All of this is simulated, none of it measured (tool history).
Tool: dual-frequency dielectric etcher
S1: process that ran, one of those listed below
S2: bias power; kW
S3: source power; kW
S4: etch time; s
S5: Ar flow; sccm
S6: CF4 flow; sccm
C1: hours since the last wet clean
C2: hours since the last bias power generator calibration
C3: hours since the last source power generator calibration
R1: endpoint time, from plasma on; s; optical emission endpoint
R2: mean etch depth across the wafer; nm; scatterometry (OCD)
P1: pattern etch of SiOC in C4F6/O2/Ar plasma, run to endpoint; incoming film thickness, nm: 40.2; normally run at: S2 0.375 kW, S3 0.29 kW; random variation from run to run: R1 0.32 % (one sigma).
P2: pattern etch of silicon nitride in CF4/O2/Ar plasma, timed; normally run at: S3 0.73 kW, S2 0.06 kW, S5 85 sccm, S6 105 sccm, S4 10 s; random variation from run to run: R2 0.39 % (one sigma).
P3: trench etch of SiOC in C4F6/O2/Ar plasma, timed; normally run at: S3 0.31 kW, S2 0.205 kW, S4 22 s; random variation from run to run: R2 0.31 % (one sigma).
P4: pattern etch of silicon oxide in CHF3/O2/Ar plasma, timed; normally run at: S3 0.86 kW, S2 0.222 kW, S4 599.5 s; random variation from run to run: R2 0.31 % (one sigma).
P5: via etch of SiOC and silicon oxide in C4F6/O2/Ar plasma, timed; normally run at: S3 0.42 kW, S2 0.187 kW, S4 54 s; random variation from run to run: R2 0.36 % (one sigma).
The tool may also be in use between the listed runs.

run	day	S1	S2	S3	S4	S5	S6	C1	C2	C3	R1	R2
1	0.554	P1	0.375	0.29				280.5	1275.7	597.1	16.702	
2	1	P5	0.187	0.42	29.5			291.2	1286.4	607.8		34.342
3	1.283	P4	0.222	0.86	599.5			298	1293.2	614.6		1472.6
4	1.767	P1	0.475	0.34				309.6	1304.8	626.2	14.378	
5	2.333	P1	0.249	0.29				323.2	1318.4	639.8	19.401	
6	2.588	P3	0.127	0.31	22			329.3	1324.5	645.9		37.211
7	3.117	P3	0.205	0.31	14			342	1337.2	658.6		27.475
8	3.529	P1	0.375	0.4				351.9	1347.1	668.5	14.829	
9	4.004	P1	0.375	0.29				363.3	1358.5	679.9	16.743	
10	4.4	P2	0.06	0.73	10	85	138	372.8	1368	689.4		29.997
11	4.646	P4	0.222	0.86	794			378.7	1373.9	695.3		1944.7
12	4.996	P5	0.187	0.58	54			387.1	1382.3	703.7		71.087
13	5.35	P5	0.187	0.42	54			395.6	1390.8	712.2		62.567
14	5.854	P2	0.06	0.73	10	114	105	407.7	1402.9	724.3		28.291
15	6.146	P2	0.06	0.73	6	85	105	414.7	1409.9	731.3		17.593
16	6.642	P1	0.528	0.29				426.6	1421.8	743.2	14.705	
17	7.017	P1	0.375	0.29				435.6	1430.8	752.2	16.678	
18	7.317	P1	0.375	0.29				442.8	1438	759.4	16.744	
19	7.708	P2	0.06	0.48	10	85	105	452.2	1447.4	768.8		20.272
20	8.275	P4	0.222	0.6	599.5			465.8	1461	782.4		1292.6
21	8.767	P1	0.231	0.2				477.6	1472.8	794.2	22.811	
22	9.046	P4	0.222	0.86	599.5			484.3	1479.5	800.9		1471
23	9.558	P3	0.205	0.31	22			496.6	1491.8	813.2		43.394
24	9.979	P1	0.375	0.24				506.7	1501.9	823.3	17.955	
25	10.375	P3	0.205	0.2	22			516.2	1511.4	832.8		36.458
26	10.817	P1	0.375	0.29				526.8	1522	843.4	16.625	
27	11.308	P1	0.375	0.29				538.6	1533.8	855.2	16.674	
28	11.688	P5	0.229	0.42	54			547.7	1542.9	864.3		67.258
29	12.179	P5	0.187	0.42	54			559.5	1554.7	876.1		62.774
30	12.729	P2	0.049	0.73	10	85	105	572.7	1567.9	889.3		27.249
31	13.071	P4	0.166	0.86	599.5			580.9	1576.1	897.5		1334.9
32	13.358	P2	0.06	0.73	10	85	105	587.8	1583	904.4		29.23
33	13.783	P1	0.375	0.29				598	1593.2	914.6	16.793	
34	14.083	P1	0.375	0.29				605.2	1600.4	921.8	16.573	
35	14.425	P1	0.375	0.29				613.4	1608.6	930	16.593	
36	14.879	P1	0.375	0.29				624.3	1619.5	940.9	16.634	
37	15.246	P1	0.375	0.29				633.1	1628.3	949.7	16.563	
# day 15.388: wet clean of the chamber
38	15.775	P1	0.375	0.29				9.3	1641	962.4	16.56	
39	16.058	P1	0.375	0.29				16.1	1647.8	969.2	16.452	
40	16.571	P1	0.375	0.29				28.4	1660.1	981.5	16.428	
41	16.983	P1	0.375	0.29				38.3	1670	991.4	16.378	
42	17.262	P1	0.375	0.29				45	1676.7	998.1	16.486	
43	17.683	P1	0.375	0.29				55.1	1686.8	1008.2	16.426	
44	18.221	P1	0.375	0.29				68	1699.7	1021.1	16.47	

What P1 gives has crept away from where it was. These 2 causes fit the log equally well, each at the size given:
A: bias power that arrives over what is set, % = 4.66
B: source power that arrives over what is set, % = 4.57
The creep began at about day 13.783.
Why every other cause is out:
chamber walls in a state that raises the etch rate, %: serviced at day 15.388, which brought nothing back

4 check runs are offered, each on 2 wafers whose results are averaged, their results left as question marks. Which one tells the causes apart?
check 1	18.758	P2	0.06	0.51	10	114	105					?
check 2	18.758	P4	0.167	0.72	599.5							?
check 3	18.758	P5	0.187	0.55	54							?
check 4	18.758	P3	0.205	0.21	15.5							?

What each check would give under each cause:
check	result	if A	if B
check 1	R2	21.095	21.54
check 2	R2	1270.4	1273.3
check 3	R2	70.67	70.875
check 4	R2	26.7	26.74
How far apart the two closest causes lie, in the result that separates them most: check 1 2.08 %; check 2 0.23 %; check 3 0.29 %; check 4 0.15 %
Check 1 tells the causes apart: in the others they would give nearly the same result.

Then check 1 was run and gave: R2 21.435 nm. Which cause is it?

It is B: source power that arrives over what is set, %.
